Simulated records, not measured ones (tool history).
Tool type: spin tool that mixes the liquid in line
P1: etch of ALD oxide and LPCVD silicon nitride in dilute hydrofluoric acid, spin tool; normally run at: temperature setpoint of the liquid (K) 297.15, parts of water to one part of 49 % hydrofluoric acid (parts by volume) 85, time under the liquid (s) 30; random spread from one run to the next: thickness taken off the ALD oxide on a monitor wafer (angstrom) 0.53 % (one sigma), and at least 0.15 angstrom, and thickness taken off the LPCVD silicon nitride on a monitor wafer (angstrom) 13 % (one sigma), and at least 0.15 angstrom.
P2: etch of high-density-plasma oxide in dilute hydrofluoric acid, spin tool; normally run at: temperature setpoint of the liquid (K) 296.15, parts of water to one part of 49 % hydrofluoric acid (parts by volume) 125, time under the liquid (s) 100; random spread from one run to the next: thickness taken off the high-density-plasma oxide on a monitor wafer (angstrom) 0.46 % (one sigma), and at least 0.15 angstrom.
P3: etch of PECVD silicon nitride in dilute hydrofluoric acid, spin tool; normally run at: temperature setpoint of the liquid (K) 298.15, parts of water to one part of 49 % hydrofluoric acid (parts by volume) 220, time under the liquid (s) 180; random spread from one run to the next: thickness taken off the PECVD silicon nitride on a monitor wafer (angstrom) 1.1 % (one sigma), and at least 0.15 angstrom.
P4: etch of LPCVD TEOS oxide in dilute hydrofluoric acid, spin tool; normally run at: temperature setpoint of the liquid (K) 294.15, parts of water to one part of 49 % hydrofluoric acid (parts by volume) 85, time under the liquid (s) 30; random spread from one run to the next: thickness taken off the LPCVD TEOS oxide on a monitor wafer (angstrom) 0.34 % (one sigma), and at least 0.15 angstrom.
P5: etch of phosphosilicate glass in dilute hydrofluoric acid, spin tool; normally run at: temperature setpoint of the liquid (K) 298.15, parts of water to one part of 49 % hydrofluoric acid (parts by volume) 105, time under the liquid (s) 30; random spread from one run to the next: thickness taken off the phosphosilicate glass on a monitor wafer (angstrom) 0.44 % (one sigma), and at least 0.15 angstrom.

run,day,process that ran,temperature setpoint of the liquid (K),parts of water to one part of 49 % hydrofluoric acid (parts by volume),time under the liquid (s),hours since the thermometer was replaced,hours since the hydrofluoric acid flow meter was replaced,thickness taken off the ALD oxide on a monitor wafer (angstrom),thickness taken off the LPCVD silicon nitride on a monitor wafer (angstrom),thickness taken off the phosphosilicate glass on a monitor wafer (angstrom),thickness taken off the LPCVD TEOS oxide on a monitor wafer (angstrom),thickness taken off the PECVD silicon nitride on a monitor wafer (angstrom),thickness taken off the high-density-plasma oxide on a monitor wafer (angstrom)
1,0.608,P1,297.15,85,30,1312,1568.2,68.865,1.4589,,,,
2,1.175,P5,298.15,105,30,1325.6,1581.8,,,184.22,,,
3,1.65,P4,294.15,145,30,1337,1593.2,,,,42.44,,
4,2.196,P3,305.65,220,180,1350.1,1606.3,,,,,39.992,
5,2.504,P1,297.15,85,30,1357.5,1613.7,68.358,2.0922,,,,
6,2.942,P3,298.15,50,180,1368,1624.2,,,,,110,
7,3.55,P5,298.15,105,30,1382.6,1638.8,,,182.25,,,
8,3.829,P1,297.15,85,30,1389.3,1645.5,68.727,1.745,,,,
9,4.404,P1,293.65,140,30,1403.1,1659.3,34.274,1.0407,,,,
10,4.738,P1,297.15,85,15,1411.1,1667.3,34.243,1.1382,,,,
11,5.129,P4,294.15,85,30,1420.5,1676.7,,,,77.296,,
12,5.712,P2,296.15,195,100,1434.5,1690.7,,,,,,26.972
13,6.354,P4,294.15,85,50,1449.9,1706.1,,,,128.56,,
14,6.879,P1,291.65,85,15,1462.5,1718.7,27.271,0.4024,,,,
15,7.442,P2,290.15,125,100,1476,1732.2,,,,,,35.172
16,8.038,P1,297.15,85,30,1490.3,1746.5,69.341,2.2314,,,,
17,8.629,P2,296.15,125,100,1504.5,1760.7,,,,,,45.29
18,9.117,P5,304.15,105,30,1516.2,1772.4,,,230.7,,,
19,9.688,P1,302.65,50,30,1529.9,1786.1,152.15,5.5031,,,,
20,10.288,P4,290.15,85,30,1544.3,1800.5,,,,65.136,,
21,10.646,P5,298.15,175,30,1552.9,1809.1,,,101.25,,,
22,11.25,P3,298.15,220,180,1567.4,1823.6,,,,,25.336,
23,11.8,P1,302.15,85,30,1580.6,1836.8,82.977,2.5666,,,,
24,12.346,P2,296.15,125,175,1593.7,1849.9,,,,,,79.352
25,12.804,P3,298.15,220,95,1604.7,1860.9,,,,,13.504,
26,13.117,P4,294.15,85,30,1612.2,1868.4,,,,77.386,,
27,13.608,P1,297.15,125,30,1624,1880.2,44.83,1.5683,,,,
28,14.042,P2,296.15,125,100,1634.4,1890.6,,,,,,44.905
29,14.567,P1,297.15,50,30,1647,1903.2,120.92,2.5772,,,,
30,15.129,P5,298.15,105,15,1660.5,1916.7,,,92.115,,,
31,15.512,P1,297.15,85,65,1669.7,1925.9,147.68,4.2444,,,,
32,16.017,P1,290.15,85,30,1681.8,1938,51.625,1.1929,,,,
33,16.596,P1,297.15,85,30,1695.7,1951.9,69.088,1.9721,,,,
34,17.088,P1,297.15,85,30,1707.5,1963.7,68.616,1.9429,,,,
35,17.638,P1,297.15,85,30,1720.7,1976.9,71.15,2.3761,,,,
36,18.258,P1,297.15,85,30,1735.6,1991.8,71.952,2.0816,,,,
37,18.833,P1,297.15,85,30,1749.4,2005.6,73.099,1.2108,,,,
38,19.446,P1,297.15,85,30,1764.1,2020.3,73.579,2.3291,,,,
39,19.867,P1,297.15,85,30,1774.2,2030.4,73.822,2.5729,,,,
40,20.279,P1,297.15,85,30,1784.1,2040.3,73.197,1.7094,,,,

P1 has crept away from where it was. The log is fitted equally well by each of these 2 causes, at the sizes shown:
A: hydrofluoric acid flow above the setpoint (%) = 6.38
B: liquid hotter than its thermometer reads (K) = 1.72
The gradual shift began around day 17.088.

The 4 check runs listed below each average the results of 5 wafers, and their outcomes are marked with question marks. Under which run would the listed causes produce clearly different results?
check 1,20.692,P4,294.15,85,30,,,,,,?,,
check 2,20.692,P5,298.15,105,30,,,,,?,,,
check 3,20.692,P3,298.15,220,180,,,,,,,?,
check 4,20.692,P2,296.15,125,100,,,,,,,,?

How each check would come out, cause by cause:
check,result,if A,if B
check 1,thickness taken off the LPCVD TEOS oxide on a monitor wafer (angstrom),82.664,82.857
check 2,thickness taken off the phosphosilicate glass on a monitor wafer (angstrom),197.72,197.12
check 3,thickness taken off the PECVD silicon nitride on a monitor wafer (angstrom),27.17,28.408
check 4,thickness taken off the high-density-plasma oxide on a monitor wafer (angstrom),48.4,48.227
Per-check spread between the two closest causes, in the result where they differ most: check 1 0.23 %; check 2 0.3 %; check 3 4.45 %; check 4 0.36 %
Check 3 distinguishes between the causes, while the remaining checks would return nearly the same result for all of them.

With check 3 done, the readings were: thickness taken off the PECVD silicon nitride on a monitor wafer (angstrom) 27.248. Identify which of the listed causes applies.

A is the cause: hydrofluoric acid flow above the setpoint (%).

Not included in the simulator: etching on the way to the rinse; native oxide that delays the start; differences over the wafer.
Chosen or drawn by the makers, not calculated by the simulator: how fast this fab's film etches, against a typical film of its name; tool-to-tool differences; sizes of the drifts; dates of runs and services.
